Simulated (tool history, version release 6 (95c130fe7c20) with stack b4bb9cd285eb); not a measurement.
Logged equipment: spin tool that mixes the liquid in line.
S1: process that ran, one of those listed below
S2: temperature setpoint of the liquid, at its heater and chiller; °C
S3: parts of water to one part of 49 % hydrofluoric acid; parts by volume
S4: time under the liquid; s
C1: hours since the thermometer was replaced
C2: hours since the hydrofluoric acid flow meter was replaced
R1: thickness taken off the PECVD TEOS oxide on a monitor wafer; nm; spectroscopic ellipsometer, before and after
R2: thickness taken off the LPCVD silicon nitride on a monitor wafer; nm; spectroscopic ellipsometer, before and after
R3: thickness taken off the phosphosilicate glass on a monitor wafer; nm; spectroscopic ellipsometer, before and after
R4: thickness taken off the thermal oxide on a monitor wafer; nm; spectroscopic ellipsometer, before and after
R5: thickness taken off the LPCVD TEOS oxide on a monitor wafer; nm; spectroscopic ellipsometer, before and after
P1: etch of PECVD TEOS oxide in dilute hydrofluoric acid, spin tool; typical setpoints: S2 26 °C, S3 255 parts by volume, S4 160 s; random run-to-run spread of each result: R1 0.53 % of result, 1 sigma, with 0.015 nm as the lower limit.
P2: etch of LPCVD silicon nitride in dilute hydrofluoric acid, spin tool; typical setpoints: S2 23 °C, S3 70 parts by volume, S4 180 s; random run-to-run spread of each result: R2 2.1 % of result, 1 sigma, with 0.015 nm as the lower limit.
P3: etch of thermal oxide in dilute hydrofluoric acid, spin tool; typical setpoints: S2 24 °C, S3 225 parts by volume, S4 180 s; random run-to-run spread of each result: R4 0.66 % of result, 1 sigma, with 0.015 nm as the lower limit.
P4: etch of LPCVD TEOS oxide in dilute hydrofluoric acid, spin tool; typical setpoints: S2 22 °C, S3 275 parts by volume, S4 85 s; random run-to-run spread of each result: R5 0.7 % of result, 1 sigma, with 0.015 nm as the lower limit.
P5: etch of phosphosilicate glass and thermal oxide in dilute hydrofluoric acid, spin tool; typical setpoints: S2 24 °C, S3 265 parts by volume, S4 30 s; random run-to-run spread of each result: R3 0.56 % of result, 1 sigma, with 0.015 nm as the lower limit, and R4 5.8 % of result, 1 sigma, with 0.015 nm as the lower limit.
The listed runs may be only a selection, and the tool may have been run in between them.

Run 1, hour 4.7: S1 P1, S2 26 °C, S3 255 parts by volume, S4 160 s; C1 1225.8; C2 586.5. Result: R1 13.42 nm.
Run 2, hour 13.3: S1 P1, S2 26 °C, S3 255 parts by volume, S4 160 s; C1 1234.4; C2 595.1. Result: R1 13.406 nm.
Run 3, hour 21.8: S1 P2, S2 23 °C, S3 30 parts by volume, S4 180 s; C1 1242.9; C2 603.6. Result: R2 2.6845 nm.
Run 4, hour 27.6: S1 P5, S2 24 °C, S3 265 parts by volume, S4 15 s; C1 1248.7; C2 609.4. Result: R3 5.7586 nm, R4 0.26118 nm.
Run 5, hour 35.6: S1 P3, S2 24 °C, S3 225 parts by volume, S4 350 s; C1 1256.7; C2 617.4. Result: R4 6.8036 nm.
Run 6, hour 42.9: S1 P5, S2 24 °C, S3 265 parts by volume, S4 30 s; C1 1264; C2 624.7. Result: R3 11.507 nm, R4 0.46559 nm.
Run 7, hour 51.1: S1 P1, S2 26 °C, S3 255 parts by volume, S4 20 s; C1 1272.2; C2 632.9. Result: R1 1.7008 nm.
Run 8, hour 58.9: S1 P3, S2 24 °C, S3 365 parts by volume, S4 180 s; C1 1280; C2 640.7. Result: R4 1.8609 nm.
Run 9, hour 67.5: S1 P2, S2 23 °C, S3 70 parts by volume, S4 180 s; C1 1288.6; C2 649.3. Result: R2 1.161 nm.
At hour 74.2: hydrofluoric acid flow meter replaced.
Run 10, hour 75.9: S1 P2, S2 31 °C, S3 70 parts by volume, S4 180 s; C1 1297; C2 1.7. Result: R2 1.9533 nm.
Run 11, hour 82.9: S1 P4, S2 22 °C, S3 275 parts by volume, S4 15 s; C1 1304; C2 8.7. Result: R5 0.71033 nm.
Run 12, hour 89.7: S1 P4, S2 18 °C, S3 275 parts by volume, S4 85 s; C1 1310.8; C2 15.5. Result: R5 3.4437 nm.
Run 13, hour 93.6: S1 P1, S2 26 °C, S3 255 parts by volume, S4 160 s; C1 1314.7; C2 19.4. Result: R1 13.331 nm.
Run 14, hour 101.8: S1 P5, S2 29 °C, S3 265 parts by volume, S4 30 s; C1 1322.9; C2 27.6. Result: R3 13.732 nm, R4 0.51549 nm.
Run 15, hour 108.1: S1 P4, S2 22 °C, S3 275 parts by volume, S4 85 s; C1 1329.2; C2 33.9. Result: R5 4.0939 nm.
Run 16, hour 115.9: S1 P1, S2 21 °C, S3 255 parts by volume, S4 160 s; C1 1337; C2 41.7. Result: R1 11.223 nm.
Run 17, hour 123.6: S1 P1, S2 26 °C, S3 255 parts by volume, S4 160 s; C1 1344.7; C2 49.4. Result: R1 13.561 nm.
Run 18, hour 131.8: S1 P3, S2 28 °C, S3 225 parts by volume, S4 180 s; C1 1352.9; C2 57.6. Result: R4 4.0149 nm.
Run 19, hour 135.9: S1 P1, S2 26 °C, S3 255 parts by volume, S4 160 s; C1 1357; C2 61.7. Result: R1 13.527 nm.
Run 20, hour 140.3: S1 P4, S2 22 °C, S3 495 parts by volume, S4 85 s; C1 1361.4; C2 66.1. Result: R5 1.8492 nm.
Run 21, hour 146.1: S1 P4, S2 22 °C, S3 275 parts by volume, S4 85 s; C1 1367.2; C2 71.9. Result: R5 4.0499 nm.
Run 22, hour 151.8: S1 P1, S2 26 °C, S3 475 parts by volume, S4 160 s; C1 1372.9; C2 77.6. Result: R1 5.843 nm.
Run 23, hour 159.9: S1 P1, S2 32 °C, S3 255 parts by volume, S4 160 s; C1 1381; C2 85.7. Result: R1 16.384 nm.
Run 24, hour 165.6: S1 P5, S2 24 °C, S3 160 parts by volume, S4 30 s; C1 1386.7; C2 91.4. Result: R3 21.383 nm, R4 0.82505 nm.
Run 25, hour 172.1: S1 P1, S2 26 °C, S3 255 parts by volume, S4 160 s; C1 1393.2; C2 97.9. Result: R1 13.601 nm.
Run 26, hour 176.6: S1 P1, S2 26 °C, S3 255 parts by volume, S4 160 s; C1 1397.7; C2 102.4. Result: R1 13.511 nm.
Run 27, hour 182.2: S1 P3, S2 24 °C, S3 225 parts by volume, S4 180 s; C1 1403.3; C2 108. Result: R4 3.5139 nm.
Run 28, hour 187.6: S1 P1, S2 26 °C, S3 130 parts by volume, S4 160 s; C1 1408.7; C2 113.4. Result: R1 30.368 nm.
Run 29, hour 191.9: S1 P1, S2 26 °C, S3 105 parts by volume, S4 275 s; C1 1413; C2 117.7. Result: R1 66.778 nm.
Run 30, hour 196.6: S1 P2, S2 23 °C, S3 70 parts by volume, S4 260 s; C1 1417.7; C2 122.4. Result: R2 1.7274 nm.
Run 31, hour 203.7: S1 P3, S2 24 °C, S3 225 parts by volume, S4 180 s; C1 1424.8; C2 129.5. Result: R4 3.4902 nm.
Run 32, hour 211.1: S1 P1, S2 26 °C, S3 255 parts by volume, S4 315 s; C1 1432.2; C2 136.9. Result: R1 26.22 nm.
Run 33, hour 219: S1 P1, S2 26 °C, S3 255 parts by volume, S4 160 s; C1 1440.1; C2 144.8. Result: R1 13.439 nm.
Run 34, hour 223.6: S1 P1, S2 26 °C, S3 255 parts by volume, S4 160 s; C1 1444.7; C2 149.4. Result: R1 13.145 nm.
Run 35, hour 231.8: S1 P1, S2 26 °C, S3 255 parts by volume, S4 160 s; C1 1452.9; C2 157.6. Result: R1 12.862 nm.
Run 36, hour 236.7: S1 P1, S2 26 °C, S3 255 parts by volume, S4 160 s; C1 1457.8; C2 162.5. Result: R1 12.716 nm.
Run 37, hour 240.7: S1 P1, S2 26 °C, S3 255 parts by volume, S4 160 s; C1 1461.8; C2 166.5. Result: R1 12.733 nm.
Run 38, hour 245.6: S1 P1, S2 26 °C, S3 255 parts by volume, S4 160 s; C1 1466.7; C2 171.4. Result: R1 12.489 nm.
Run 39, hour 251.7: S1 P1, S2 26 °C, S3 255 parts by volume, S4 160 s; C1 1472.8; C2 177.5. Result: R1 12.552 nm.
Run 40, hour 260.5: S1 P1, S2 26 °C, S3 255 parts by volume, S4 160 s; C1 1481.6; C2 186.3. Result: R1 12.458 nm.
Run 41, hour 269.3: S1 P1, S2 26 °C, S3 255 parts by volume, S4 160 s; C1 1490.4; C2 195.1. Result: R1 12.498 nm.
Run 42, hour 276: S1 P1, S2 26 °C, S3 255 parts by volume, S4 160 s; C1 1497.1; C2 201.8. Result: R1 12.5 nm.

The log shows P1 creeping away from where it was. Any of the 2 causes listed here, at the size stated for it, fits the log just as well as the others:
A: hydrofluoric acid flow below the setpoint (%) = 5.69
B: liquid colder than its thermometer reads (K) = 2.12
The gradual shift began around hour 219.

You are offered 4 check runs, listed below with question marks in place of their results; each one averages 5 wafers. Which run separates the listed causes by giving clearly different results for each?
Run check 1, hour 282.7: S1 P5, S2 27.5 °C, S3 265 parts by volume, S4 15 s. Result: R3 ?, R4 ?.
Run check 2, hour 282.7: S1 P3, S2 27.5 °C, S3 225 parts by volume, S4 180 s. Result: R4 ?.
Run check 3, hour 282.7: S1 P2, S2 27 °C, S3 45 parts by volume, S4 180 s. Result: R2 ?.
Run check 4, hour 282.7: S1 P4, S2 22 °C, S3 495 parts by volume, S4 15 s. Result: R5 ?.

Predicted outcomes, by check and by cause:
  check  result     if A     if B
check 1      R3   6.0437   6.0604
check 1      R4  0.22773  0.22835
check 2      R4   3.6738   3.6694
check 3      R2    2.229   2.0497
check 4      R5  0.30251  0.30646
Per-check spread between the two closest causes, in the result where they differ most: check 1 0.28 %; check 2 0.12 %; check 3 8.39 %; check 4 1.3 %
Of the check runs offered, only check 3 discriminates between the causes; the rest would read about the same regardless of which cause applies.

Check 3 has now been run. It gave: R2 2.0725 nm. Which of the candidate causes is it?

B is the cause: liquid colder than its thermometer reads (K).
